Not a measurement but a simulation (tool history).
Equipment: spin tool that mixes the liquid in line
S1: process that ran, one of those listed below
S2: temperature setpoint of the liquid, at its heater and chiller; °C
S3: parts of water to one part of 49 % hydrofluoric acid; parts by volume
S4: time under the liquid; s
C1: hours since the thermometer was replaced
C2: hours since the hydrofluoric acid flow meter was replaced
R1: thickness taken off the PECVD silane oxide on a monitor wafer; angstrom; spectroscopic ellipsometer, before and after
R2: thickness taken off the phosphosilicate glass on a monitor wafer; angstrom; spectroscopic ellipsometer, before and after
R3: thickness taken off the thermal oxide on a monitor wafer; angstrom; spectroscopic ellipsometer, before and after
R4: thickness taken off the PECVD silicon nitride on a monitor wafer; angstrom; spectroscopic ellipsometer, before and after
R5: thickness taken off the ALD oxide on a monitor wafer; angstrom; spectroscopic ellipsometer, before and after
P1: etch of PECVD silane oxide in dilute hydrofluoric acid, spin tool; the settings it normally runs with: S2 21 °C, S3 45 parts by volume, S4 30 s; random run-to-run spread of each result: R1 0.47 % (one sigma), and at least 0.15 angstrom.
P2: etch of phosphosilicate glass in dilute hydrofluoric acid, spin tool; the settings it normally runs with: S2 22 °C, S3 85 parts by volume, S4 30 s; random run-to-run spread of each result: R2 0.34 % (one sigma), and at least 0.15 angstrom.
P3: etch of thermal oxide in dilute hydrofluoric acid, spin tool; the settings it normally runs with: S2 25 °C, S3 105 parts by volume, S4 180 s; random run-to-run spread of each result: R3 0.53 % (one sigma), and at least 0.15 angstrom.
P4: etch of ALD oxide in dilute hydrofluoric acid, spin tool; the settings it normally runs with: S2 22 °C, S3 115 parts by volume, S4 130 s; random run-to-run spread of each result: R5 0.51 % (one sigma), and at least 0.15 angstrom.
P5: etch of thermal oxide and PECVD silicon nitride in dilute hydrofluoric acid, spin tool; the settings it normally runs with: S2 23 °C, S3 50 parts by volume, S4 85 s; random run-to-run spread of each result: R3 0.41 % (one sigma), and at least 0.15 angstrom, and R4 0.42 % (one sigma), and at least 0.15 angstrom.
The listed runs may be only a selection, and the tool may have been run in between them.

| run | hour | S1 | S2 | S3 | S4 | C1 | C2 | R1 | R2 | R3 | R4 | R5 |
|---|---|---|---|---|---|---|---|---|---|---|---|---|
| 1 | 3.5 | P1 | 21 | 45 | 30 | 1389.8 | 175.2 | 113.25 |  |  |  |  |
| 2 | 7.5 | P2 | 22 | 140 | 30 | 1393.8 | 179.2 |  | 257.61 |  |  |  |
| 3 | 12.7 | P1 | 21 | 45 | 55 | 1399 | 184.4 | 205.82 |  |  |  |  |
| 4 | 15.6 | P1 | 27.5 | 45 | 15 | 1401.9 | 187.3 | 73.258 |  |  |  |  |
| 5 | 20.1 | P1 | 21 | 45 | 15 | 1406.4 | 191.8 | 55.978 |  |  |  |  |
| 6 | 26.7 | P1 | 21 | 45 | 30 | 1413 | 198.4 | 112.45 |  |  |  |  |
| 7 | 30 | P1 | 21 | 45 | 30 | 1416.3 | 201.7 | 112.23 |  |  |  |  |
| 8 | 36.1 | P1 | 21 | 45 | 30 | 1422.4 | 207.8 | 111.98 |  |  |  |  |
| 9 | 39.1 | P5 | 23 | 50 | 45 | 1425.4 | 210.8 |  |  | 40.822 | 32.07 |  |
| 10 | 42.1 | P1 | 17 | 45 | 30 | 1428.4 | 213.8 | 94.188 |  |  |  |  |
| 11 | 47.7 | P2 | 30 | 85 | 30 | 1434 | 219.4 |  | 626.86 |  |  |  |
| 12 | 53 | P4 | 22 | 195 | 130 | 1439.3 | 224.7 |  |  |  |  | 55.066 |
| 13 | 57.4 | P3 | 25 | 105 | 80 | 1443.7 | 229.1 |  |  | 39.571 |  |  |
| 14 | 63.4 | P3 | 19 | 105 | 180 | 1449.7 | 235.1 |  |  | 68.181 |  |  |
| 15 | 66.5 | P2 | 22 | 85 | 30 | 1452.8 | 238.2 |  | 454.42 |  |  |  |
| 16 | 71.9 | P1 | 21 | 45 | 30 | 1458.2 | 243.6 | 113.81 |  |  |  |  |
| 17 | 75.7 | P1 | 26 | 45 | 30 | 1462 | 247.4 | 138.73 |  |  |  |  |
| 18 | 80.8 | P2 | 22 | 85 | 50 | 1467.1 | 252.5 |  | 762.52 |  |  |  |
| 19 | 86.2 | P1 | 21 | 45 | 30 | 1472.5 | 257.9 | 111.73 |  |  |  |  |
| 20 | 92.1 | P5 | 29 | 50 | 85 | 1478.4 | 263.8 |  |  | 98.811 | 89.433 |  |
| 21 | 96.6 | P5 | 23 | 50 | 85 | 1482.9 | 268.3 |  |  | 77.369 | 60.237 |  |
| 22 | 101.4 | P5 | 23 | 85 | 85 | 1487.7 | 273.1 |  |  | 43.283 | 35.572 |  |
| 23 | 106.4 | P3 | 25 | 60 | 180 | 1492.7 | 278.1 |  |  | 162.56 |  |  |
| 24 | 111.7 | P1 | 21 | 30 | 30 | 1498 | 283.4 | 170.49 |  |  |  |  |
| 25 | 115.4 | P1 | 26.5 | 45 | 15 | 1501.7 | 287.1 | 70.23 |  |  |  |  |
| 26 | 120.9 | P4 | 22 | 115 | 130 | 1507.2 | 292.6 |  |  |  |  | 101.76 |
| 27 | 126.4 | P4 | 22 | 115 | 25 | 1512.7 | 298.1 |  |  |  |  | 19.627 |
| 28 | 130.4 | P4 | 22 | 115 | 130 | 1516.7 | 302.1 |  |  |  |  | 101.63 |
| 29 | 135.3 | P3 | 25 | 105 | 180 | 1521.6 | 307 |  |  | 88.045 |  |  |
|  | 138.3 | thermometer replaced |
| 30 | 141.1 | P5 | 23 | 50 | 85 | 2.9 | 312.8 |  |  | 77.376 | 60.87 |  |
| 31 | 146.1 | P4 | 17 | 115 | 130 | 7.9 | 317.8 |  |  |  |  | 83.143 |
| 32 | 151.6 | P1 | 21 | 65 | 30 | 13.4 | 323.3 | 75.983 |  |  |  |  |
| 33 | 157.8 | P2 | 22 | 85 | 30 | 19.6 | 329.5 |  | 457.59 |  |  |  |
| 34 | 164.2 | P1 | 21 | 45 | 30 | 26 | 335.9 | 112.03 |  |  |  |  |
| 35 | 170.6 | P1 | 21 | 45 | 30 | 32.4 | 342.3 | 106.69 |  |  |  |  |
| 36 | 176.4 | P1 | 21 | 45 | 30 | 38.2 | 348.1 | 106.06 |  |  |  |  |
| 37 | 182.9 | P1 | 21 | 45 | 30 | 44.7 | 354.6 | 104.74 |  |  |  |  |
| 38 | 186.6 | P1 | 21 | 45 | 30 | 48.4 | 358.3 | 104.54 |  |  |  |  |
| 39 | 189.8 | P1 | 21 | 45 | 30 | 51.6 | 361.5 | 105.16 |  |  |  |  |

What will run 40 give?
| 40 | 194.7 | P1 | 21 | 45 | 30 | 56.5 | 366.4 | ? |  |  |  |  |

R1: 103.51 angstrom
